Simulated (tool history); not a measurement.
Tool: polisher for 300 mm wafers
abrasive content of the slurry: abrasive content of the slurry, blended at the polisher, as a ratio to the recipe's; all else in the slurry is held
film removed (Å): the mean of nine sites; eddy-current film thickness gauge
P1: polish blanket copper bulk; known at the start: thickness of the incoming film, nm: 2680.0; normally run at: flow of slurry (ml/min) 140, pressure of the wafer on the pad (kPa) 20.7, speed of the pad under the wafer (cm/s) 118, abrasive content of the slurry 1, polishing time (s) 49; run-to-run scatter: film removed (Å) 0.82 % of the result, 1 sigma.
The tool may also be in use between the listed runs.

| run | hour | flow of slurry (ml/min) | pressure of the wafer on the pad (kPa) | speed of the pad under the wafer (cm/s) | abrasive content of the slurry | polishing time (s) | film removed (Å) |
|---|---|---|---|---|---|---|---|
| 1 | 6.5 | 140 | 20.7 | 118 | 1 | 49 | 6663.7 |
| 2 | 17 | 140 | 20.7 | 118 | 1 | 73 | 10077 |
| 3 | 28.2 | 140 | 20.7 | 118 | 1 | 49 | 6750.2 |
|  | 29 | slurry blender recalibrated |
| 4 | 38 | 140 | 13.1 | 118 | 1 | 49 | 4334.4 |
| 5 | 47.2 | 140 | 11 | 118 | 0.75 | 49 | 3386 |
| 6 | 57.2 | 140 | 20.7 | 118 | 1.3 | 49 | 7066 |
| 7 | 66.2 | 140 | 20.7 | 148 | 1 | 49 | 8439.7 |
| 8 | 77.7 | 195 | 20.7 | 118 | 1 | 49 | 7180.9 |
| 9 | 87.1 | 85 | 20.7 | 174 | 1 | 49 | 8799.1 |
| 10 | 95.8 | 90 | 20.7 | 118 | 1 | 49 | 6090.2 |
| 11 | 103.7 | 140 | 20.7 | 118 | 1 | 49 | 6719 |
| 12 | 113.3 | 140 | 20.7 | 56 | 1 | 49 | 3258 |
| 13 | 119 | 140 | 20.7 | 118 | 1 | 49 | 6781.9 |
| 14 | 129.2 | 140 | 20.7 | 118 | 1 | 29 | 4017.2 |
| 15 | 138.9 | 140 | 29.6 | 118 | 1 | 49 | 9693.7 |
| 16 | 144.6 | 140 | 20.7 | 118 | 0.65 | 49 | 6146.3 |
| 17 | 150.9 | 140 | 20.7 | 118 | 1 | 49 | 6735.3 |
| 18 | 161.8 | 140 | 20.7 | 118 | 1 | 49 | 6748.4 |
| 19 | 171.5 | 140 | 20.7 | 118 | 1 | 49 | 6710.6 |
| 20 | 176.8 | 140 | 20.7 | 118 | 1 | 49 | 6529.9 |
| 21 | 182.3 | 140 | 20.7 | 118 | 1 | 49 | 6539.1 |
| 22 | 193.4 | 140 | 20.7 | 118 | 1 | 49 | 6319.1 |
|  | 197.9 | head pressure recalibrated |
| 23 | 202.1 | 140 | 20.7 | 118 | 1 | 49 | 6382.1 |
|  | 207.4 | slurry blender recalibrated |
| 24 | 213.3 | 140 | 20.7 | 118 | 1 | 49 | 6308.6 |
| 25 | 223.8 | 140 | 20.7 | 118 | 1 | 49 | 6255 |
| 26 | 233.1 | 140 | 20.7 | 118 | 1 | 49 | 6264.1 |

What P1 gives has crept away from where it was. These 2 causes fit the log equally well, each at the size given:
A: removal rate lost through wear of the pad, % = 7.36
B: slurry flow missing at the pad, % = 29.7
The creep began at about hour 171.5.
Why every other cause is out:
head's pressure below its setpoint, %: serviced at hour 197.9, which brought nothing back
abrasive missing from the slurry, %: serviced at hour 207.4, which brought nothing back

4 check runs are offered, each on 5 wafers whose results are averaged, their results left as question marks. Which one tells the causes apart?
| check 1 | 242.4 | 95 | 20.7 | 92 | 1 | 49 | ? |
| check 2 | 242.4 | 140 | 20.7 | 144 | 0.85 | 49 | ? |
| check 3 | 242.4 | 140 | 20.7 | 94 | 1 | 49 | ? |
| check 4 | 242.4 | 140 | 20.7 | 118 | 1.2 | 49 | ? |

What each check would give under each cause:
| check | result | if A | if B |
|---|---|---|---|
| check 1 | film removed (Å) | 4458 | 4321.7 |
| check 2 | film removed (Å) | 7343.6 | 7343.2 |
| check 3 | film removed (Å) | 4962 | 4961.6 |
| check 4 | film removed (Å) | 6479.7 | 6479.3 |
How far apart the two closest causes lie, in the result that separates them most: check 1 3.1 %; check 2 0.01 %; check 3 0.01 %; check 4 0.01 %
Check 1 tells the causes apart: in the others they would give nearly the same result.

Then check 1 was run and gave: film removed (Å) 4316.6. Which cause is it?

It is B: slurry flow missing at the pad, %.
